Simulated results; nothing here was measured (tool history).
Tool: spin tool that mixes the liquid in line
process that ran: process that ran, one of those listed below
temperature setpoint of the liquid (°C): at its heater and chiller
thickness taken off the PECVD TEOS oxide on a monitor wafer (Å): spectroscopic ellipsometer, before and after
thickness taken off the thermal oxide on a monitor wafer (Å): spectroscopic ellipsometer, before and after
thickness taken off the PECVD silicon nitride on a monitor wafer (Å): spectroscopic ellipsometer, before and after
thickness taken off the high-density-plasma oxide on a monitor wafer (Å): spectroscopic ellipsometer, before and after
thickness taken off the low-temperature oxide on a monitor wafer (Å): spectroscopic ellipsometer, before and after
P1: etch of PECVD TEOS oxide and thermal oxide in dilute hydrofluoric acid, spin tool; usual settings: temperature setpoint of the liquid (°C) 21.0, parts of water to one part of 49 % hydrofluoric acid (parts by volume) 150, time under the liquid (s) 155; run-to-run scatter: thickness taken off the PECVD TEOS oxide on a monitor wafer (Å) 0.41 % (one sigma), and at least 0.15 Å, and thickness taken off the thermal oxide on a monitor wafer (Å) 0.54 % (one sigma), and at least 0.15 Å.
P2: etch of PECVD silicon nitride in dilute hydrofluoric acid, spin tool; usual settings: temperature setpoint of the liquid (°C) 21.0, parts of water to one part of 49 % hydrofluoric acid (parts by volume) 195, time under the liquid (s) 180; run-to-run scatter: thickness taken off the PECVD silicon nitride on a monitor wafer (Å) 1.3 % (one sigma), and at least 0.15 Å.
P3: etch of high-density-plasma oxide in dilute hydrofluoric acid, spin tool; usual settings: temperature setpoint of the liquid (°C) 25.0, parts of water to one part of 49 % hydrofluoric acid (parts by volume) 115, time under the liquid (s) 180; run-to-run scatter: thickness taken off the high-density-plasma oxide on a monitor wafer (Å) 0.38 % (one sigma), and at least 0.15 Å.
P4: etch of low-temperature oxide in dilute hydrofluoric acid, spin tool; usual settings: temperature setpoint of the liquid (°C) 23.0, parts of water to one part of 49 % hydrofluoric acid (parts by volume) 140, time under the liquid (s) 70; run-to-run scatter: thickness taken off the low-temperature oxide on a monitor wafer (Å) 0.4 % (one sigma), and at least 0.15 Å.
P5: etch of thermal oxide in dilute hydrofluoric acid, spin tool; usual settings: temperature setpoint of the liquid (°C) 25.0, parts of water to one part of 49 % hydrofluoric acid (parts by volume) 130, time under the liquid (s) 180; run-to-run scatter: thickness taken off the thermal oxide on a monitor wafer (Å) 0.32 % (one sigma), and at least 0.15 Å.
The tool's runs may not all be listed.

| run | hour | process that ran | temperature setpoint of the liquid (°C) | parts of water to one part of 49 % hydrofluoric acid (parts by volume) | time under the liquid (s) | hours since the thermometer was replaced | hours since the hydrofluoric acid flow meter was replaced | thickness taken off the PECVD TEOS oxide on a monitor wafer (Å) | thickness taken off the thermal oxide on a monitor wafer (Å) | thickness taken off the PECVD silicon nitride on a monitor wafer (Å) | thickness taken off the high-density-plasma oxide on a monitor wafer (Å) | thickness taken off the low-temperature oxide on a monitor wafer (Å) |
|---|---|---|---|---|---|---|---|---|---|---|---|---|
| 1 | 14.4 | P1 | 21.0 | 150 | 155 | 1157.6 | 1080.1 | 88.4540 | 39.6060 |  |  |  |
| 2 | 29.2 | P2 | 24.5 | 195 | 180 | 1172.4 | 1094.9 |  |  | 22.3350 |  |  |
| 3 | 44.5 | P1 | 25.5 | 150 | 155 | 1187.7 | 1110.2 | 104.7400 | 47.0980 |  |  |  |
| 4 | 52.1 | P1 | 21.0 | 150 | 155 | 1195.3 | 1117.8 | 88.0050 | 39.9190 |  |  |  |
| 5 | 63.1 | P1 | 21.0 | 150 | 240 | 1206.3 | 1128.8 | 137.3300 | 62.4010 |  |  |  |
| 6 | 72.5 | P1 | 17.0 | 150 | 155 | 1215.7 | 1138.2 | 74.9130 | 34.2000 |  |  |  |
| 7 | 82.1 | P1 | 17.0 | 150 | 250 | 1225.3 | 1147.8 | 121.5700 | 55.3690 |  |  |  |
| 8 | 97.4 | P1 | 21.0 | 150 | 155 | 1240.6 | 1163.1 | 88.8760 | 40.0850 |  |  |  |
| 9 | 104.6 | P3 | 25.0 | 115 | 180 | 1247.8 | 1170.3 |  |  |  | 83.958 |  |
| 10 | 114.7 | P1 | 21.0 | 150 | 155 | 1257.9 | 1180.4 | 88.9100 | 39.2690 |  |  |  |
| 11 | 130.0 | P1 | 21.0 | 150 | 155 | 1273.2 | 1195.7 | 88.7220 | 39.8370 |  |  |  |
| 12 | 138.9 | P2 | 21.0 | 195 | 180 | 1282.1 | 1204.6 |  |  | 17.4820 |  |  |
| 13 | 150.2 | P2 | 21.0 | 360 | 180 | 1293.4 | 1215.9 |  |  | 9.8002 |  |  |
| 14 | 165.7 | P4 | 23.0 | 140 | 70 | 1308.9 | 1231.4 |  |  |  |  | 147.940 |
| 15 | 179.7 | P4 | 23.0 | 140 | 30 | 1322.9 | 1245.4 |  |  |  |  | 63.412 |
| 16 | 190.1 | P4 | 23.0 | 140 | 70 | 1333.3 | 1255.8 |  |  |  |  | 147.290 |
| 17 | 202.7 | P1 | 21.0 | 210 | 155 | 1345.9 | 1268.4 | 59.3200 | 26.9410 |  |  |  |
| 18 | 217.4 | P1 | 21.0 | 150 | 15 | 1360.6 | 1283.1 | 8.3405 | 3.7261 |  |  |  |
| 19 | 225.5 | P4 | 17.0 | 140 | 70 | 1368.7 | 1291.2 |  |  |  |  | 115.940 |
| 20 | 235.0 | P5 | 29.0 | 130 | 180 | 1378.2 | 1300.7 |  | 75.1400 |  |  |  |
| 21 | 246.2 | P3 | 25.0 | 115 | 180 | 1389.4 | 1311.9 |  |  |  | 83.846 |  |
| 22 | 254.2 | P3 | 25.0 | 115 | 40 | 1397.4 | 1319.9 |  |  |  | 18.739 |  |
| 23 | 261.1 | P5 | 25.0 | 130 | 300 | 1404.3 | 1326.8 |  | 108.4200 |  |  |  |
| 24 | 270.9 | P2 | 21.0 | 195 | 80 | 1414.1 | 1336.6 |  |  | 7.9777 |  |  |
| 25 | 278.4 | P3 | 29.0 | 115 | 180 | 1421.6 | 1344.1 |  |  |  | 98.779 |  |

The next listed run, before its measurement:
| 26 | 288.6 | P5 | 25.0 | 215 | 180 | 1431.8 | 1354.3 |  | ? |  |  |  |

thickness taken off the thermal oxide on a monitor wafer (Å): 35.4060
